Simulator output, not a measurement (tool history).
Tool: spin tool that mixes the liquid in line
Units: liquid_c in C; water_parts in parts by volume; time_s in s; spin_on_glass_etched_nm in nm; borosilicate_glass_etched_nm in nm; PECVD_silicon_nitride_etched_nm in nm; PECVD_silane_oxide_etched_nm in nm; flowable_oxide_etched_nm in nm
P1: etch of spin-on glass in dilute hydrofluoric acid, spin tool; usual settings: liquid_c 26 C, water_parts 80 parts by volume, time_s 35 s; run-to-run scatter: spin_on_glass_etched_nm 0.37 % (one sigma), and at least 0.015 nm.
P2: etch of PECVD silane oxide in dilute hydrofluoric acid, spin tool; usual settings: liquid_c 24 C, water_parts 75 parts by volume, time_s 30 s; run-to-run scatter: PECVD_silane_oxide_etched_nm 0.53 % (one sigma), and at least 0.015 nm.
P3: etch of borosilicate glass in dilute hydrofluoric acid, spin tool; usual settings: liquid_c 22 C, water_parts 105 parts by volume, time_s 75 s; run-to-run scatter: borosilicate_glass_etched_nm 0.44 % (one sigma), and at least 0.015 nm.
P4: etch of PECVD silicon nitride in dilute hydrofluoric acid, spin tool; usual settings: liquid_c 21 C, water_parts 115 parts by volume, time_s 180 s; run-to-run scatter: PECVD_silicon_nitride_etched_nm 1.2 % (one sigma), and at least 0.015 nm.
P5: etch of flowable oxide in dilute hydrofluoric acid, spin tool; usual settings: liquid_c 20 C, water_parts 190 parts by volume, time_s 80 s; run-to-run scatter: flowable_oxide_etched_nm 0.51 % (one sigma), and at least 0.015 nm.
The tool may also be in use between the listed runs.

run   hour  process  liquid_c  water_parts  time_s  hours since the thermometer was replaced  hours since the hydrofluoric acid flow meter was replaced  spin_on_glass_etched_nm  borosilicate_glass_etched_nm  PECVD_silicon_nitride_etched_nm  PECVD_silane_oxide_etched_nm  flowable_oxide_etched_nm
  1   14.4       P1        26           80      35                                     360.5                                                      158.5                   20.718
  2   26.1       P1        26           80      35                                     372.2                                                      170.2                    20.88
  3   41.7       P3        29          105      75                                     387.8                                                      185.8                                                 33.078
  4   50.8       P1      30.5           80      35                                     396.9                                                      194.9                   24.591
  5   65.6       P1        26           80      35                                     411.7                                                      209.7                   20.579
  6     79       P1        26           50      35                                     425.1                                                      223.1                   34.612
  7   92.3       P4        21          115     180                                     438.4                                                      236.4                                                                                  2.1988
  8  104.5       P3        22           45      75                                     450.6                                                      248.6                                                  62.63
  9  120.6       P2      17.5           75      30                                     466.7                                                      264.7                                                                                                                9.3437
 10  128.4       P1        26          115      35                                     474.5                                                      272.5                   13.796
 11  142.8       P4        21          115      90                                     488.9                                                      286.9                                                                                  1.0966
 12  152.4       P1        26          105      15                                     498.5                                                      296.5                   6.6166
 13  166.9       P2        24           75      30                                       513                                                        311                                                                                                                12.336
 14    182       P2        24           75      60                                     528.1                                                      326.1                                                                                                                24.694
 15  192.6       P4        21           20     180                                     538.7                                                      336.7                                                                                  11.929
 16  200.2       P5        20          190      80                                     546.3                                                      344.3                                                                                                                                          11.681
 17  212.6       P1        26           80      60                                     558.7                                                      356.7                   35.526
 18    221       P1        26           80      35                                     567.1                                                      365.1                   20.743
 19  230.6       P1        26           80      35                                     576.7                                                      374.7                   20.836
 20  241.4       P3        22          105      75                                     587.5                                                      385.5                                                 25.288
 21    253       P4        17          115     180                                     599.1                                                      397.1                                                                                   1.664
 22    265       P1        26           80      35                                     611.1                                                      409.1                   20.725
 23  274.2       P1        26           80      35                                     620.3                                                      418.3                   20.684
 24  288.8       P5        20          190      15                                     634.9                                                      432.9                                                                                                                                          2.1522
 25  300.4       P5        20          315      80                                     646.5                                                      444.5                                                                                                                                           6.293
 26  316.2       P5        20          190      80                                     662.3                                                      460.3                                                                                                                                          11.609
 27    324       P5        26          190      80                                     670.1                                                      468.1                                                                                                                                          14.565
 28  339.3       P3        22          105      15                                     685.4                                                      483.4                                                 5.0103
 29    347       P1        19           80      35                                     693.1                                                      491.1                   15.521
 30  362.3       P1        26           80      15                                     708.4                                                      506.4                   8.8878
 31  377.2       P2        24          125      30                                     723.3                                                      521.3                                                                                                                6.9366
 32  391.3       P1        26           80      35                                     737.4                                                      535.4                   20.826
 33  403.3       P1        26           80      35                                     749.4                                                      547.4                   20.228

Run 34 comes next. What will it give?
 34  410.4       P1        26           80      35                                     756.5                                                      554.5                        ?

Run 34 gave spin_on_glass_etched_nm 20.142 nm.
